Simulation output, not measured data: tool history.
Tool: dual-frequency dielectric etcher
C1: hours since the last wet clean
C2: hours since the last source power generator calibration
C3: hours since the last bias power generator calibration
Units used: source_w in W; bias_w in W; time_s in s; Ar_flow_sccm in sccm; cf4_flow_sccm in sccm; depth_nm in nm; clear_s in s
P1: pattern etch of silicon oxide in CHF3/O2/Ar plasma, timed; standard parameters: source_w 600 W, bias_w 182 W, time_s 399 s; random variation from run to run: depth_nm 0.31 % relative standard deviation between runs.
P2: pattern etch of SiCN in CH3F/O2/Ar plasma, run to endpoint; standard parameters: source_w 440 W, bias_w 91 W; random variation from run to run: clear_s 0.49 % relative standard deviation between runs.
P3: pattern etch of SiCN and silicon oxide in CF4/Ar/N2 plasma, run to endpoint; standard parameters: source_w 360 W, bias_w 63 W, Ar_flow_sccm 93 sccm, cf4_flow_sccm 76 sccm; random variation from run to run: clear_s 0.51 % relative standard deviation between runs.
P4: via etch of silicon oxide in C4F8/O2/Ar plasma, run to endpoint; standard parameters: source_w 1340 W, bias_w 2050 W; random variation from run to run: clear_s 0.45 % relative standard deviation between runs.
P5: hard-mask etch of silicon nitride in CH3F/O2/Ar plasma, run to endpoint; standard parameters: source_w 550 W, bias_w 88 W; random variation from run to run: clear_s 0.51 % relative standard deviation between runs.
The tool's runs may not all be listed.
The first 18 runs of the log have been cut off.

run 19 hour=267.5 | process=P1 source_w=600 bias_w=182 time_s=260.5 | C1=341.2 C2=2780.3 C3=675.1 | depth_nm=525.1
run 20 hour=280.2 | process=P1 source_w=600 bias_w=182 time_s=399 | C1=353.9 C2=2793 C3=687.8 | depth_nm=802.04
run 21 hour=298.6 | process=P3 source_w=360 bias_w=63 Ar_flow_sccm=75 cf4_flow_sccm=76 | C1=372.3 C2=2811.4 C3=706.2 | clear_s=23.682
run 22 hour=309.7 | process=P3 source_w=360 bias_w=63 Ar_flow_sccm=93 cf4_flow_sccm=47 | C1=383.4 C2=2822.5 C3=717.3 | clear_s=26.377
run 23 hour=327.7 | process=P1 source_w=600 bias_w=182 time_s=519.5 | C1=401.4 C2=2840.5 C3=735.3 | depth_nm=1045.5
run 24 hour=341.1 | process=P1 source_w=600 bias_w=121 time_s=399 | C1=414.8 C2=2853.9 C3=748.7 | depth_nm=699.33
run 25 hour=356.6 | process=P4 source_w=1010 bias_w=2050 | C1=430.3 C2=2869.4 C3=764.2 | clear_s=209.97
run 26 hour=369.5 | process=P4 source_w=1340 bias_w=2585 | C1=443.2 C2=2882.3 C3=777.1 | clear_s=174.89
run 27 hour=387.7 | process=P1 source_w=420 bias_w=182 time_s=399 | C1=461.4 C2=2900.5 C3=795.3 | depth_nm=700.42
run 28 hour=400.1 | process=P3 source_w=360 bias_w=63 Ar_flow_sccm=93 cf4_flow_sccm=76 | C1=473.8 C2=2912.9 C3=807.7 | clear_s=24.818
run 29 hour=410.2 | process=P1 source_w=600 bias_w=182 time_s=399 | C1=483.9 C2=2923 C3=817.8 | depth_nm=801.45
run 30 hour=425.7 | process=P3 source_w=430 bias_w=63 Ar_flow_sccm=93 cf4_flow_sccm=76 | C1=499.4 C2=2938.5 C3=833.3 | clear_s=21.057
run 31 hour=442.2 | process=P1 source_w=600 bias_w=182 time_s=399 | C1=515.9 C2=2955 C3=849.8 | depth_nm=801.6
run 32 hour=459 | process=P1 source_w=600 bias_w=182 time_s=399 | C1=532.7 C2=2971.8 C3=866.6 | depth_nm=796.51
run 33 hour=474.4 | process=P1 source_w=600 bias_w=182 time_s=399 | C1=548.1 C2=2987.2 C3=882 | depth_nm=793.64
run 34 hour=485.6 | process=P1 source_w=600 bias_w=182 time_s=399 | C1=559.3 C2=2998.4 C3=893.2 | depth_nm=789.63
-- hour=497.8 wet clean of the chamber
run 35 hour=502.1 | process=P1 source_w=600 bias_w=182 time_s=399 | C1=4.3 C2=3014.9 C3=909.7 | depth_nm=789.76

Forecast run 36:
run 36 hour=512.1 | process=P1 source_w=600 bias_w=182 time_s=399 | C1=14.3 C2=3024.9 C3=919.7 | depth_nm=?

{"run 36": {"depth_nm": 793.57}}

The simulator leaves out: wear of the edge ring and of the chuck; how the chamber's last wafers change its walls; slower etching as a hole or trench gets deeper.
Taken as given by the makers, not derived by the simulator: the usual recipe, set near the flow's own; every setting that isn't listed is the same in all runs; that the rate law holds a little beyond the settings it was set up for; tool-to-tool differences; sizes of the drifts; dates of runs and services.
